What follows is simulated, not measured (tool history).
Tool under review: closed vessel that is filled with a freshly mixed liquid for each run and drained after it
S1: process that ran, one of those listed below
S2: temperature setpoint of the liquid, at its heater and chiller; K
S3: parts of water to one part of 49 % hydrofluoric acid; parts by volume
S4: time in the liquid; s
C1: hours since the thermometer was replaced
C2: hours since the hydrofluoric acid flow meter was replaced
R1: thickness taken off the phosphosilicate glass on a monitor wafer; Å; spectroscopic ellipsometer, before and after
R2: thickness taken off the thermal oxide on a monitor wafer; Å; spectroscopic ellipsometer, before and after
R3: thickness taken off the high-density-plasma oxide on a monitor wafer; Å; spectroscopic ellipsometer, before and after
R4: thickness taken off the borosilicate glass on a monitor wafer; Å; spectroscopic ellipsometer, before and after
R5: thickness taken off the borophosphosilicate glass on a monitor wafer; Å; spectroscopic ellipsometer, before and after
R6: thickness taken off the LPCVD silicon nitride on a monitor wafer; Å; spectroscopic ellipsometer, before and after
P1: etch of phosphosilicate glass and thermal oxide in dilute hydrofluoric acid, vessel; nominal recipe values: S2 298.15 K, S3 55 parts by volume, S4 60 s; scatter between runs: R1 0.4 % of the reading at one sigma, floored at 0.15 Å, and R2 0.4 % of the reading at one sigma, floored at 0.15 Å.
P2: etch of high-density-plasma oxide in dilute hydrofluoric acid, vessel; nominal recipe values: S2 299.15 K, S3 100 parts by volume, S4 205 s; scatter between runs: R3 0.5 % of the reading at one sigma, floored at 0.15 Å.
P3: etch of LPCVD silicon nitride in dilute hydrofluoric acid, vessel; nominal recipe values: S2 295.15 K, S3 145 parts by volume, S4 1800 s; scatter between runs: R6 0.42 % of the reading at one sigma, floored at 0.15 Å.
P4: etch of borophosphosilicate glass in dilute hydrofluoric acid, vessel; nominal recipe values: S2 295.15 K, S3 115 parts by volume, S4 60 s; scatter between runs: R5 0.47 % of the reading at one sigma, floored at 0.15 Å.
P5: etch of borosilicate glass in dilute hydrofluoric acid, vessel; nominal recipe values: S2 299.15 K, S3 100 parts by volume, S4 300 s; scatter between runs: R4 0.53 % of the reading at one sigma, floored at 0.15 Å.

Run 1, day 0.458: S1 P1, S2 298.15 K, S3 55 parts by volume, S4 60 s; C1 1223.7; C2 196.2. Result: R1 1368.00 Å, R2 56.296 Å.
Run 2, day 0.800: S1 P1, S2 291.15 K, S3 55 parts by volume, S4 60 s; C1 1231.9; C2 204.4. Result: R1 1018.60 Å, R2 41.830 Å.
Run 3, day 1.321: S1 P2, S2 299.15 K, S3 170 parts by volume, S4 205 s; C1 1244.4; C2 216.9. Result: R3 58.855 Å.
Run 4, day 1.929: S1 P5, S2 299.15 K, S3 100 parts by volume, S4 300 s; C1 1259.0; C2 231.5. Result: R4 564.96 Å.
Run 5, day 2.258: S1 P1, S2 302.65 K, S3 55 parts by volume, S4 60 s; C1 1266.9; C2 239.4. Result: R1 1627.20 Å, R2 67.070 Å.
Run 6, day 2.758: S1 P4, S2 295.15 K, S3 115 parts by volume, S4 60 s; C1 1278.9; C2 251.4. Result: R5 170.170 Å.
Run 7, day 3.288: S1 P1, S2 298.15 K, S3 55 parts by volume, S4 60 s; C1 1291.6; C2 264.1. Result: R1 1362.00 Å, R2 55.845 Å.
Run 8, day 3.883: S1 P2, S2 299.15 K, S3 100 parts by volume, S4 40 s; C1 1305.9; C2 278.4. Result: R3 21.259 Å.
Run 9, day 4.321: S1 P4, S2 303.65 K, S3 115 parts by volume, S4 60 s; C1 1316.4; C2 288.9. Result: R5 233.980 Å.
Run 10, day 4.646: S1 P3, S2 295.15 K, S3 145 parts by volume, S4 1800 s; C1 1324.2; C2 296.7. Result: R6 61.469 Å.
Run 11, day 5.342: S1 P1, S2 298.15 K, S3 100 parts by volume, S4 60 s; C1 1340.9; C2 313.4. Result: R1 707.62 Å, R2 29.362 Å.
Run 12, day 5.825: S1 P1, S2 298.15 K, S3 55 parts by volume, S4 60 s; C1 1352.5; C2 325.0. Result: R1 1361.90 Å, R2 56.072 Å.
Run 13, day 6.538: S1 P2, S2 307.15 K, S3 100 parts by volume, S4 205 s; C1 1369.6; C2 342.1. Result: R3 146.640 Å.
Run 14, day 6.900: S1 P1, S2 298.15 K, S3 55 parts by volume, S4 60 s; C1 1378.3; C2 350.8. Result: R1 1370.70 Å, R2 56.374 Å.
Run 15, day 7.375: S1 P3, S2 295.15 K, S3 240 parts by volume, S4 1800 s; C1 1389.7; C2 362.2. Result: R6 37.835 Å.
Run 16, day 7.996: S1 P3, S2 295.15 K, S3 145 parts by volume, S4 335 s; C1 1404.6; C2 377.1. Result: R6 11.573 Å.
Run 17, day 8.638: S1 P4, S2 295.15 K, S3 115 parts by volume, S4 60 s; C1 1420.0; C2 392.5. Result: R5 169.820 Å.
Run 18, day 9.300: S1 P5, S2 299.15 K, S3 45 parts by volume, S4 300 s; C1 1435.9; C2 408.4. Result: R4 1368.00 Å.
Run 19, day 9.871: S1 P5, S2 299.15 K, S3 100 parts by volume, S4 525 s; C1 1449.6; C2 422.1. Result: R4 999.90 Å.
Run 20, day 10.371: S1 P2, S2 299.15 K, S3 100 parts by volume, S4 205 s; C1 1461.6; C2 434.1. Result: R3 107.940 Å.
Run 21, day 10.742: S1 P1, S2 298.15 K, S3 55 parts by volume, S4 105 s; C1 1470.5; C2 443.0. Result: R1 2394.20 Å, R2 98.278 Å.
Run 22, day 11.100: S1 P1, S2 298.15 K, S3 20 parts by volume, S4 60 s; C1 1479.1; C2 451.6. Result: R1 3921.60 Å, R2 161.570 Å.
Run 23, day 11.433: S1 P1, S2 290.65 K, S3 85 parts by volume, S4 60 s; C1 1487.1; C2 459.6. Result: R1 623.80 Å, R2 25.611 Å.
Run 24, day 12.008: S1 P3, S2 290.15 K, S3 145 parts by volume, S4 1800 s; C1 1500.9; C2 473.4. Result: R6 44.095 Å.
Run 25, day 12.338: S1 P4, S2 295.15 K, S3 20 parts by volume, S4 60 s; C1 1508.8; C2 481.3. Result: R5 1096.500 Å.
Run 26, day 13.025: S1 P1, S2 298.15 K, S3 55 parts by volume, S4 60 s; C1 1525.3; C2 497.8. Result: R1 1365.00 Å, R2 56.205 Å.
Run 27, day 13.333: S1 P1, S2 298.15 K, S3 55 parts by volume, S4 60 s; C1 1532.7; C2 505.2. Result: R1 1370.60 Å, R2 55.770 Å.
Run 28, day 13.917: S1 P4, S2 295.15 K, S3 115 parts by volume, S4 30 s; C1 1546.7; C2 519.2. Result: R5 85.104 Å.
Run 29, day 14.283: S1 P5, S2 299.15 K, S3 100 parts by volume, S4 300 s; C1 1555.5; C2 528.0. Result: R4 571.41 Å.
Run 30, day 14.804: S1 P3, S2 295.15 K, S3 145 parts by volume, S4 1800 s; C1 1568.0; C2 540.5. Result: R6 61.363 Å.
Run 31, day 15.112: S1 P5, S2 292.15 K, S3 100 parts by volume, S4 300 s; C1 1575.4; C2 547.9. Result: R4 431.48 Å.
Run 32, day 15.675: S1 P1, S2 298.15 K, S3 55 parts by volume, S4 30 s; C1 1588.9; C2 561.4. Result: R1 680.73 Å, R2 27.905 Å.
Run 33, day 16.183: S1 P1, S2 298.15 K, S3 55 parts by volume, S4 60 s; C1 1601.1; C2 573.6. Result: R1 1375.80 Å, R2 55.882 Å.
Run 34, day 16.712: S1 P1, S2 298.15 K, S3 55 parts by volume, S4 60 s; C1 1613.8; C2 586.3. Result: R1 1398.70 Å, R2 57.791 Å.
Run 35, day 17.221: S1 P1, S2 298.15 K, S3 55 parts by volume, S4 60 s; C1 1626.0; C2 598.5. Result: R1 1418.10 Å, R2 58.059 Å.
Run 36, day 17.729: S1 P1, S2 298.15 K, S3 55 parts by volume, S4 60 s; C1 1638.2; C2 610.7. Result: R1 1429.90 Å, R2 59.011 Å.
Run 37, day 18.038: S1 P1, S2 298.15 K, S3 55 parts by volume, S4 60 s; C1 1645.6; C2 618.1. Result: R1 1439.40 Å, R2 59.622 Å.
Run 38, day 18.642: S1 P1, S2 298.15 K, S3 55 parts by volume, S4 60 s; C1 1660.1; C2 632.6. Result: R1 1441.10 Å, R2 59.283 Å.
Run 39, day 18.983: S1 P1, S2 298.15 K, S3 55 parts by volume, S4 60 s; C1 1668.3; C2 640.8. Result: R1 1447.50 Å, R2 59.878 Å.
Run 40, day 19.346: S1 P1, S2 298.15 K, S3 55 parts by volume, S4 60 s; C1 1677.0; C2 649.5. Result: R1 1447.60 Å, R2 59.912 Å.
Run 41, day 19.654: S1 P1, S2 298.15 K, S3 55 parts by volume, S4 60 s; C1 1684.4; C2 656.9. Result: R1 1441.80 Å, R2 59.423 Å.
Run 42, day 20.229: S1 P1, S2 298.15 K, S3 55 parts by volume, S4 60 s; C1 1698.2; C2 670.7. Result: R1 1461.50 Å, R2 59.736 Å.
Run 43, day 20.538: S1 P1, S2 298.15 K, S3 55 parts by volume, S4 60 s; C1 1705.6; C2 678.1. Result: R1 1459.30 Å, R2 59.776 Å.
Run 44, day 21.088: S1 P1, S2 298.15 K, S3 55 parts by volume, S4 60 s; C1 1718.8; C2 691.3. Result: R1 1454.10 Å, R2 59.969 Å.

Compared with where it was, what P1 gives has crept away. Each cause listed below fits the log as well as the rest, at the size given for it:
A: liquid hotter than its thermometer reads (K) = 1.64
B: hydrofluoric acid flow above the setpoint (%) = 6.35
Creep in the process output first set in at about day 16.183.

4 check runs are offered, one wafer each, their results left as question marks. Which one tells the causes apart?
Run check 1, day 21.638: S1 P3, S2 290.15 K, S3 220 parts by volume, S4 1800 s. Result: R6 ?.
Run check 2, day 21.638: S1 P4, S2 302.65 K, S3 115 parts by volume, S4 30 s. Result: R5 ?.
Run check 3, day 21.638: S1 P2, S2 305.15 K, S3 100 parts by volume, S4 205 s. Result: R3 ?.
Run check 4, day 21.638: S1 P5, S2 299.15 K, S3 65 parts by volume, S4 300 s. Result: R4 ?.

Expected result of each check under each candidate cause:
  check  result     if A     if B
check 1      R6   32.969   31.356
check 2      R5  120.600  121.870
check 3      R3  144.970  146.510
check 4      R4   977.04   978.70
Distance between the nearest two causes, measured in the result of the check that separates them most: check 1 5.02 %; check 2 1.05 %; check 3 1.05 %; check 4 0.17 %
The causes can be told apart only by check 1. The other checks would give nearly the same results under each of them.

With check 1 done, the readings were: R6 31.512 Å. Identify which of the listed causes applies.

The correct cause is B, namely: hydrofluoric acid flow above the setpoint (%).

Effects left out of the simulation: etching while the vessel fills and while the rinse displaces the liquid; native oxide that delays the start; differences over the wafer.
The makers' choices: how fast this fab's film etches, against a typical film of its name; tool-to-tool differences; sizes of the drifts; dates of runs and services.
